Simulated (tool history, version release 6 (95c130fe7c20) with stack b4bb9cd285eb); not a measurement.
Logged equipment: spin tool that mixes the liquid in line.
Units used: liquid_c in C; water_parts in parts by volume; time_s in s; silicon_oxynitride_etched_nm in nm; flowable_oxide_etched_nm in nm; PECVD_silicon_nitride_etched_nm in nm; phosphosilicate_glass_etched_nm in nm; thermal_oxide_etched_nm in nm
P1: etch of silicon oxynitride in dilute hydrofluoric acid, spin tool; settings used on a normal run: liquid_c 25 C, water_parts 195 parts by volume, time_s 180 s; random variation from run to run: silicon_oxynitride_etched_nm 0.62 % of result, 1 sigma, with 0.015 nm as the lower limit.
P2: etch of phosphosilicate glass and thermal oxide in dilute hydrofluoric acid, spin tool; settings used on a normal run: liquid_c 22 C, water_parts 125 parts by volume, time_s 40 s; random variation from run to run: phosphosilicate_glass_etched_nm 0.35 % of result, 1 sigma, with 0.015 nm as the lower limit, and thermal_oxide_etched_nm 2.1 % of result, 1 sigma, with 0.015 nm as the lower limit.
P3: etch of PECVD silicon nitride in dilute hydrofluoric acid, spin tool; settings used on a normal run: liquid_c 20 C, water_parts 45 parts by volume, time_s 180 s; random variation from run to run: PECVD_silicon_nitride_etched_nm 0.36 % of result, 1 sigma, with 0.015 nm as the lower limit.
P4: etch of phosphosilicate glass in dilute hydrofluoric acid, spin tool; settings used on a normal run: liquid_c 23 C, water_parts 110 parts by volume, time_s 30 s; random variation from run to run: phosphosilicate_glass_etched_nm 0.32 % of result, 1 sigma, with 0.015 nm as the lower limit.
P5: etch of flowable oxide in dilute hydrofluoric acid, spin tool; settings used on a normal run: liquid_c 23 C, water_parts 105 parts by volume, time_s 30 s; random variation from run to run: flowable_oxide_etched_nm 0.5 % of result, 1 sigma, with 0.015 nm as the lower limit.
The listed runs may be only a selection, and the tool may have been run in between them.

run	day	process	liquid_c	water_parts	time_s	hours since the thermometer was replaced	hours since the hydrofluoric acid flow meter was replaced	silicon_oxynitride_etched_nm	flowable_oxide_etched_nm	PECVD_silicon_nitride_etched_nm	phosphosilicate_glass_etched_nm	thermal_oxide_etched_nm
1	0.238	P1	25	195	180	392.9	194.1	3.9562				
2	0.45	P1	25	195	180	398	199.2	3.9368				
3	0.638	P5	17	105	30	402.5	203.7		8.9811			
4	0.8	P3	20	20	180	406.4	207.6			15.897		
5	0.988	P1	19.5	195	180	410.9	212.1	3.1347				
6	1.233	P1	32	195	180	416.8	218	5.3736				
7	1.433	P4	23	110	15	421.6	222.8				12.83	
8	1.696	P1	25	195	180	427.9	229.1	3.964				
9	1.921	P3	20	45	335	433.3	234.5			13.624		
10	2.054	P1	25	50	180	436.5	237.7	17.499				
11	2.312	P5	23	105	30	442.7	243.9		11.524			
12	2.512	P1	25	315	255	447.5	248.7	3.2335				
13	2.633	P5	23	105	15	450.4	251.6		5.7231			
14	2.771	P1	25	195	180	453.7	254.9	4.0252				
15	2.996	P3	20	45	180	459.1	260.3			7.332		
16	3.25	P1	25	195	340	465.2	266.4	7.4445				
17	3.521	P5	23	105	30	471.7	272.9		11.49			
18	3.696	P2	17	125	40	475.9	277.1				31.762	1.1481
19	3.9	P2	22	125	15	480.8	282				14.486	0.50115
20	4.117	P5	23	40	30	486	287.2		32.723			
21	4.392	P4	23	110	30	492.6	293.8				25.701	
22	4.579	P1	25	195	180	497.1	298.3	3.9965				
23	4.742	P4	23	110	30	501	302.2				25.689	
24	4.958	P4	17	110	30	506.2	307.4				20.116	
25	5.154	P1	25	355	180	510.9	312.1	1.9833				
26	5.408	P4	23	170	30	517	318.2				15.546	
27	5.612	P2	22	210	40	521.9	323.1				21.013	0.73765
28	5.746	P2	22	125	40	525.1	326.3				39.135	1.4049
29	5.967	P1	25	195	90	530.4	331.6	2.0062				
30	6.146	P1	25	195	180	534.7	335.9	3.9921				
31	6.404	P3	17	45	180	540.9	342.1			5.8878		
32	6.633	P1	25	195	180	546.4	347.6	4.0151				
33	6.833	P1	25	195	180	551.2	352.4	4.1052				
34	7.025	P1	25	195	180	555.8	357	4.2293				
35	7.258	P1	25	195	180	561.4	362.6	4.2798				
36	7.483	P1	25	195	180	566.8	368	4.3156				
37	7.6	P1	25	195	180	569.6	370.8	4.348				
38	7.838	P1	25	195	180	575.3	376.5	4.3872				
39	7.962	P1	25	195	180	578.3	379.5	4.342				
40	8.208	P1	25	195	180	584.2	385.4	4.3474				
41	8.367	P1	25	195	180	588	389.2	4.3698				
42	8.504	P1	25	195	180	591.3	392.5	4.365				

What P1 gives has crept away from where it was. These 2 causes fit the log equally well, each at the size given:
A: liquid hotter than its thermometer reads (K) = 2.07
B: hydrofluoric acid flow above the setpoint (%) = 8.22
The drift started at roughly day 6.633.

Below are 4 check runs, each on a single wafer, with their results shown as question marks. Which of them would tell the listed causes apart, meaning the causes would give clearly different results under it?
check 1	8.642	P5	23	105	30				?			
check 2	8.642	P2	22	125	40						?	?
check 3	8.642	P4	23	110	30						?	
check 4	8.642	P3	20	45	180					?		

How each check would come out, cause by cause:
check	result	if A	if B
check 1	flowable_oxide_etched_nm	12.449	12.535
check 2	phosphosilicate_glass_etched_nm	42.085	42.442
check 2	thermal_oxide_etched_nm	1.4789	1.4915
check 3	phosphosilicate_glass_etched_nm	27.876	28.088
check 4	PECVD_silicon_nitride_etched_nm	8.4386	7.8969
Per-check spread between the two closest causes, in the result where they differ most: check 1 0.69 %; check 2 0.85 %; check 3 0.76 %; check 4 6.63 %
Check 4 distinguishes between the causes, while the remaining checks would return nearly the same result for all of them.

Check 4 was carried out, with these results: PECVD_silicon_nitride_etched_nm 8.4596 nm. Which of the listed causes is responsible?

The correct cause is A, namely: liquid hotter than its thermometer reads (K).
